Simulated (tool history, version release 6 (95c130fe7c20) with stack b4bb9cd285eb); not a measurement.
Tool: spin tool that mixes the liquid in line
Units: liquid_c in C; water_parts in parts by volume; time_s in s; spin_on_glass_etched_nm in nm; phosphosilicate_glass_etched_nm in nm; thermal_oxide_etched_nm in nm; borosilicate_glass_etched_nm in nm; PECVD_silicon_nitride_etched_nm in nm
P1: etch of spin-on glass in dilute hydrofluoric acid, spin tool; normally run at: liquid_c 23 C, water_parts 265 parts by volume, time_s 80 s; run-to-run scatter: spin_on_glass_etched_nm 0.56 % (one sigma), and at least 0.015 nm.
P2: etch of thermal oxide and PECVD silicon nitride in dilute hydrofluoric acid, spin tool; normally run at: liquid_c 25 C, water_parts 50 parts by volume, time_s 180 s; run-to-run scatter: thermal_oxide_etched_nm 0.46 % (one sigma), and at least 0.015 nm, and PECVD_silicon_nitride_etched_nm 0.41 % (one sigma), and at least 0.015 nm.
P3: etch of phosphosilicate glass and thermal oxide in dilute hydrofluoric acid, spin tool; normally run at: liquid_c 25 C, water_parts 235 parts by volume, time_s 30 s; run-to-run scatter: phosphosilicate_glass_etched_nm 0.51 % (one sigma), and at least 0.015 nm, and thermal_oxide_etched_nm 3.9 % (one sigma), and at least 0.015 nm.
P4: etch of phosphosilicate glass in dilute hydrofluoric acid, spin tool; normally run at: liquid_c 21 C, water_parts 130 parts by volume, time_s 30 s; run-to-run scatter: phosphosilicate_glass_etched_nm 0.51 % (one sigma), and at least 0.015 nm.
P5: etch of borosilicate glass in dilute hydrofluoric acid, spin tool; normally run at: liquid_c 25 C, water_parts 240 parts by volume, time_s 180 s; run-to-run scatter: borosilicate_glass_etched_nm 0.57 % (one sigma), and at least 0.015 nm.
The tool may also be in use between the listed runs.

run,hour,process,liquid_c,water_parts,time_s,hours since the thermometer was replaced,hours since the hydrofluoric acid flow meter was replaced,spin_on_glass_etched_nm,phosphosilicate_glass_etched_nm,thermal_oxide_etched_nm,borosilicate_glass_etched_nm,PECVD_silicon_nitride_etched_nm
1,10.9,P1,23,265,80,363.1,281.4,9.3408,,,,
2,17.5,P4,21,130,30,369.7,288.0,,27.649,,,
3,24.5,P4,21,235,30,376.7,295.0,,13.790,,,
4,33.3,P1,23,265,115,385.5,303.8,13.4620,,,,
5,40.5,P3,25,235,30,392.7,311.0,,15.178,0.59706,,
6,50.6,P1,23,265,80,402.8,321.1,9.2990,,,,
7,57.8,P5,25,240,180,410.0,328.3,,,,12.5710,
8,65.6,P1,28,265,80,417.8,336.1,11.0990,,,,
9,73.9,P1,17,265,80,426.1,344.4,7.4376,,,,
10,82.4,P2,25,90,180,434.6,352.9,,,9.78740,,5.4790
11,88.0,P1,23,155,80,440.2,358.5,17.8510,,,,
12,98.5,P5,25,380,180,450.7,369.0,,,,6.9951,
13,110.2,P3,25,235,30,462.4,380.7,,15.259,0.52125,,
14,115.7,P1,23,80,35,467.9,386.2,16.5810,,,,
15,124.2,P1,23,120,30,476.4,394.7,8.9023,,,,
16,135.2,P4,21,130,15,487.4,405.7,,13.790,,,
17,142.3,P1,17,265,45,494.5,412.8,4.1957,,,,
18,152.5,P2,25,50,180,504.7,423.0,,,18.56800,,9.8728
19,160.8,P1,23,385,80,513.0,431.3,5.7751,,,,
20,167.6,P5,25,240,180,519.8,438.1,,,,12.5600,
21,179.2,P5,25,240,30,531.4,449.7,,,,2.1097,
22,184.7,P1,23,265,20,536.9,455.2,2.3113,,,,
23,191.7,P3,17,235,30,543.9,462.2,,11.151,0.43250,,
24,201.9,P1,23,265,80,554.1,472.4,9.2995,,,,
25,213.2,P3,25,235,65,565.4,483.7,,32.963,1.19310,,
26,225.7,P2,25,50,180,577.9,496.2,,,18.56500,,9.7672
27,237.7,P2,33,50,180,589.9,508.2,,,25.42100,,16.5570
28,250.0,P1,23,265,80,602.2,520.5,9.2458,,,,
29,258.1,P1,23,265,80,610.3,528.6,9.2939,,,,
30,268.0,P5,32,240,180,620.2,538.5,,,,15.9220,
31,279.3,P3,25,95,30,631.5,549.8,,44.507,1.68040,,
32,286.2,P2,25,50,100,638.4,556.7,,,10.41000,,5.4482
33,295.7,P4,27,130,30,647.9,566.2,,35.238,,,
34,304.4,P1,23,265,80,656.6,574.9,9.3579,,,,
35,314.3,P1,23,265,80,666.5,584.8,9.2707,,,,
36,323.5,P1,23,265,80,675.7,594.0,9.0632,,,,
37,331.5,P1,23,265,80,683.7,602.0,8.8512,,,,
38,343.4,P1,23,265,80,695.6,613.9,8.7579,,,,
39,354.4,P1,23,265,80,706.6,624.9,8.7109,,,,
40,360.2,P1,23,265,80,712.4,630.7,8.6406,,,,
41,370.8,P1,23,265,80,723.0,641.3,8.6100,,,,
42,380.0,P1,23,265,80,732.2,650.5,8.5610,,,,
43,390.3,P1,23,265,80,742.5,660.8,8.6151,,,,
44,399.1,P1,23,265,80,751.3,669.6,8.6088,,,,
45,411.2,P1,23,265,80,763.4,681.7,8.5772,,,,

What P1 gives has crept away from where it was. These 2 causes fit the log equally well, each at the size given:
A: liquid colder than its thermometer reads (K) = 2.24
B: hydrofluoric acid flow below the setpoint (%) = 6.21
The creep began at about hour 314.3.

4 check runs are offered, one wafer each, their results left as question marks. Which one tells the causes apart?
check 1,423.3,P3,18.5,235,30,,,,?,?,,
check 2,423.3,P5,30.0,320,180,,,,,,?,
check 3,423.3,P2,32.5,80,180,,,,,?,,?
check 4,423.3,P4,21.0,235,15,,,,?,,,

What each check would give under each cause:
check,result,if A,if B
check 1,phosphosilicate_glass_etched_nm,10.9480,11.0480
check 1,thermal_oxide_etched_nm,0.40156,0.40522
check 2,borosilicate_glass_etched_nm,9.5551,9.4176
check 3,thermal_oxide_etched_nm,13.73800,13.90600
check 3,PECVD_silicon_nitride_etched_nm,8.6844,9.3684
check 4,phosphosilicate_glass_etched_nm,6.3399,6.3768
How far apart the two closest causes lie, in the result that separates them most: check 1 0.91 %; check 2 1.45 %; check 3 7.58 %; check 4 0.58 %
Check 3 tells the causes apart: in the others they would give nearly the same result.

Check 3 was then run and gave: thermal_oxide_etched_nm 13.79100 nm; PECVD_silicon_nitride_etched_nm 9.3936 nm. Which cause is it?

It is B: hydrofluoric acid flow below the setpoint (%).
